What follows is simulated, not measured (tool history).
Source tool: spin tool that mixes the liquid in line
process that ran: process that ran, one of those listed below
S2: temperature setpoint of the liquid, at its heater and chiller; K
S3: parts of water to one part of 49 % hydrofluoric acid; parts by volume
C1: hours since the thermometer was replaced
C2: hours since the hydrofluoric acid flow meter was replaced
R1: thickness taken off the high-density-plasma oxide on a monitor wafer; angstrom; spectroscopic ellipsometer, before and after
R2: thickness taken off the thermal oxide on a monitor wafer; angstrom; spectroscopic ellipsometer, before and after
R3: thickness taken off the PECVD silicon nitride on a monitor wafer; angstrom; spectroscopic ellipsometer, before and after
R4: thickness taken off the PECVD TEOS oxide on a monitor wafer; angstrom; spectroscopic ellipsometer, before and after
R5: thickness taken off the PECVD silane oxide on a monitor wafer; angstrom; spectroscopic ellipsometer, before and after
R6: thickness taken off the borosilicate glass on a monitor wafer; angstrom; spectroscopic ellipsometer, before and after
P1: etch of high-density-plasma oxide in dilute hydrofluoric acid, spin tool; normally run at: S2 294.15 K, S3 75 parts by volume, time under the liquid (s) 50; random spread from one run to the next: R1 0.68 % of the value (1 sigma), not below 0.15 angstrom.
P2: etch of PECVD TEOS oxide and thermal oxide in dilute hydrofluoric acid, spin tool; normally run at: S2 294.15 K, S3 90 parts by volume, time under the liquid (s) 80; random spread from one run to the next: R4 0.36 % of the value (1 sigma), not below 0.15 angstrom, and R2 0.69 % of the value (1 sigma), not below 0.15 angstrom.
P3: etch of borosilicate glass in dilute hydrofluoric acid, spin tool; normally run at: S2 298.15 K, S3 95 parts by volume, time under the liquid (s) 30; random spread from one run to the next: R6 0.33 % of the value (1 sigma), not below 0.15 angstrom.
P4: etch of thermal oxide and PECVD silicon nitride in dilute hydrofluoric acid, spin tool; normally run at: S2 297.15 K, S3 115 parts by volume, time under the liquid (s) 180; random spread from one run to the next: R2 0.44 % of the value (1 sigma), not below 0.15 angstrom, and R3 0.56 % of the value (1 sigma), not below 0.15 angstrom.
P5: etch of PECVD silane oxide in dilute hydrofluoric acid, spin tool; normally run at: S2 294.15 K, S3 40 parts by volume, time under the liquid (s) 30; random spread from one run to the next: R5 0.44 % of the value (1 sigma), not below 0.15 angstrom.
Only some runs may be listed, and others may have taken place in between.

Run 1, hour 5.3: process that ran P1, S2 294.15 K, S3 75 parts by volume, time under the liquid (s) 50; C1 418.6; C2 538.8. Result: R1 42.048 angstrom.
Run 2, hour 8.5: process that ran P4, S2 297.15 K, S3 115 parts by volume, time under the liquid (s) 30; C1 421.8; C2 542.0. Result: R2 12.039 angstrom, R3 6.3633 angstrom.
Run 3, hour 13.6: process that ran P4, S2 297.15 K, S3 115 parts by volume, time under the liquid (s) 180; C1 426.9; C2 547.1. Result: R2 72.842 angstrom, R3 38.0410 angstrom.
Run 4, hour 16.4: process that ran P1, S2 294.15 K, S3 75 parts by volume, time under the liquid (s) 80; C1 429.7; C2 549.9. Result: R1 66.731 angstrom.
Run 5, hour 19.0: process that ran P2, S2 299.65 K, S3 90 parts by volume, time under the liquid (s) 80; C1 432.3; C2 552.5. Result: R2 46.783 angstrom, R4 205.54 angstrom.
Run 6, hour 22.6: process that ran P5, S2 294.15 K, S3 20 parts by volume, time under the liquid (s) 30; C1 435.9; C2 556.1. Result: R5 516.80 angstrom.
Run 7, hour 26.7: process that ran P1, S2 294.15 K, S3 75 parts by volume, time under the liquid (s) 15; C1 440.0; C2 560.2. Result: R1 12.392 angstrom.
Run 8, hour 30.9: process that ran P3, S2 298.15 K, S3 95 parts by volume, time under the liquid (s) 55; C1 444.2; C2 564.4. Result: R6 199.59 angstrom.
Run 9, hour 34.2: process that ran P1, S2 294.15 K, S3 75 parts by volume, time under the liquid (s) 50; C1 447.5; C2 567.7. Result: R1 42.091 angstrom.
Run 10, hour 38.2: process that ran P1, S2 294.15 K, S3 75 parts by volume, time under the liquid (s) 50; C1 451.5; C2 571.7. Result: R1 42.634 angstrom.
Run 11, hour 43.3: process that ran P5, S2 294.15 K, S3 40 parts by volume, time under the liquid (s) 15; C1 456.6; C2 576.8. Result: R5 126.15 angstrom.
Run 12, hour 47.0: process that ran P1, S2 294.15 K, S3 75 parts by volume, time under the liquid (s) 50; C1 460.3; C2 580.5. Result: R1 42.420 angstrom.
Run 13, hour 51.2: process that ran P3, S2 298.15 K, S3 95 parts by volume, time under the liquid (s) 30; C1 464.5; C2 584.7. Result: R6 108.92 angstrom.
Run 14, hour 54.1: process that ran P1, S2 299.65 K, S3 75 parts by volume, time under the liquid (s) 50; C1 467.4; C2 587.6. Result: R1 52.857 angstrom.
Run 15, hour 59.1: process that ran P2, S2 294.15 K, S3 90 parts by volume, time under the liquid (s) 155; C1 472.4; C2 592.6. Result: R2 73.104 angstrom, R4 320.92 angstrom.
Run 16, hour 63.4: process that ran P4, S2 290.65 K, S3 115 parts by volume, time under the liquid (s) 180; C1 476.7; C2 596.9. Result: R2 56.314 angstrom, R3 24.5350 angstrom.
Run 17, hour 66.1: process that ran P3, S2 298.15 K, S3 40 parts by volume, time under the liquid (s) 30; C1 479.4; C2 599.6. Result: R6 277.52 angstrom.
Run 18, hour 69.1: process that ran P1, S2 294.15 K, S3 35 parts by volume, time under the liquid (s) 85; C1 482.4; C2 602.6. Result: R1 160.450 angstrom.
At hour 72.3: thermometer replaced.
Run 19, hour 73.9: process that ran P4, S2 297.15 K, S3 165 parts by volume, time under the liquid (s) 180; C1 1.7; C2 607.4. Result: R2 47.939 angstrom, R3 26.9570 angstrom.
Run 20, hour 76.4: process that ran P1, S2 294.15 K, S3 20 parts by volume, time under the liquid (s) 50; C1 4.2; C2 609.9. Result: R1 168.630 angstrom.
Run 21, hour 80.7: process that ran P2, S2 294.15 K, S3 125 parts by volume, time under the liquid (s) 80; C1 8.5; C2 614.2. Result: R2 26.395 angstrom, R4 114.17 angstrom.
Run 22, hour 84.8: process that ran P2, S2 294.15 K, S3 90 parts by volume, time under the liquid (s) 80; C1 12.6; C2 618.3. Result: R2 38.076 angstrom, R4 164.73 angstrom.
Run 23, hour 87.2: process that ran P1, S2 301.65 K, S3 75 parts by volume, time under the liquid (s) 85; C1 15.0; C2 620.7. Result: R1 96.253 angstrom.
Run 24, hour 91.8: process that ran P5, S2 294.15 K, S3 40 parts by volume, time under the liquid (s) 30; C1 19.6; C2 625.3. Result: R5 252.35 angstrom.
Run 25, hour 94.7: process that ran P1, S2 294.15 K, S3 120 parts by volume, time under the liquid (s) 50; C1 22.5; C2 628.2. Result: R1 24.816 angstrom.
Run 26, hour 98.6: process that ran P1, S2 290.15 K, S3 75 parts by volume, time under the liquid (s) 50; C1 26.4; C2 632.1. Result: R1 35.660 angstrom.
Run 27, hour 103.3: process that ran P1, S2 294.15 K, S3 75 parts by volume, time under the liquid (s) 50; C1 31.1; C2 636.8. Result: R1 42.144 angstrom.
Run 28, hour 106.4: process that ran P5, S2 290.15 K, S3 40 parts by volume, time under the liquid (s) 30; C1 34.2; C2 639.9. Result: R5 212.39 angstrom.
Run 29, hour 111.3: process that ran P1, S2 294.15 K, S3 75 parts by volume, time under the liquid (s) 50; C1 39.1; C2 644.8. Result: R1 42.543 angstrom.
Run 30, hour 114.5: process that ran P3, S2 303.65 K, S3 95 parts by volume, time under the liquid (s) 30; C1 42.3; C2 648.0. Result: R6 134.80 angstrom.
Run 31, hour 117.4: process that ran P1, S2 294.15 K, S3 75 parts by volume, time under the liquid (s) 50; C1 45.2; C2 650.9. Result: R1 41.808 angstrom.
Run 32, hour 120.2: process that ran P1, S2 294.15 K, S3 75 parts by volume, time under the liquid (s) 50; C1 48.0; C2 653.7. Result: R1 40.964 angstrom.
Run 33, hour 123.9: process that ran P1, S2 294.15 K, S3 75 parts by volume, time under the liquid (s) 50; C1 51.7; C2 657.4. Result: R1 40.180 angstrom.
Run 34, hour 128.9: process that ran P1, S2 294.15 K, S3 75 parts by volume, time under the liquid (s) 50; C1 56.7; C2 662.4. Result: R1 39.560 angstrom.
Run 35, hour 133.2: process that ran P1, S2 294.15 K, S3 75 parts by volume, time under the liquid (s) 50; C1 61.0; C2 666.7. Result: R1 39.757 angstrom.
Run 36, hour 136.2: process that ran P1, S2 294.15 K, S3 75 parts by volume, time under the liquid (s) 50; C1 64.0; C2 669.7. Result: R1 39.715 angstrom.
Run 37, hour 141.3: process that ran P1, S2 294.15 K, S3 75 parts by volume, time under the liquid (s) 50; C1 69.1; C2 674.8. Result: R1 39.562 angstrom.

The log shows P1 creeping away from where it was. Any of the 2 causes listed here, at the size stated for it, fits the log just as well as the others:
A: liquid colder than its thermometer reads (K) = 1.41
B: hydrofluoric acid flow below the setpoint (%) = 5.21
At approximately hour 117.4, the process output began to creep.

You are offered 4 check runs, listed below with question marks in place of their results; each one averages 2 wafers. Which run separates the listed causes by giving clearly different results for each?
Run check 1, hour 146.4: process that ran P2, S2 294.15 K, S3 90 parts by volume, time under the liquid (s) 80. Result: R2 ?, R4 ?.
Run check 2, hour 146.4: process that ran P5, S2 294.15 K, S3 40 parts by volume, time under the liquid (s) 30. Result: R5 ?.
Run check 3, hour 146.4: process that ran P3, S2 298.15 K, S3 95 parts by volume, time under the liquid (s) 30. Result: R6 ?.
Run check 4, hour 146.4: process that ran P4, S2 297.15 K, S3 115 parts by volume, time under the liquid (s) 180. Result: R2 ?, R3 ?.

What every check run would give for each of its results, assuming each possible cause in turn:
  check  result     if A     if B
check 1      R2   35.768   35.728
check 1      R4   155.81   155.63
check 2      R5   236.62   237.55
check 3      R6   102.76   102.33
check 4      R2   69.255   68.880
check 4      R3  34.7690  36.1870
Per-check spread between the two closest causes, in the result where they differ most: check 1 0.11 %; check 2 0.39 %; check 3 0.42 %; check 4 4 %
Only in check 4 would the causes give clearly different results; in the remaining checks their results would be nearly the same.

With check 4 done, the readings were: R2 69.234 angstrom; R3 36.5430 angstrom. Identify which of the listed causes applies.

The cause is B: hydrofluoric acid flow below the setpoint (%).

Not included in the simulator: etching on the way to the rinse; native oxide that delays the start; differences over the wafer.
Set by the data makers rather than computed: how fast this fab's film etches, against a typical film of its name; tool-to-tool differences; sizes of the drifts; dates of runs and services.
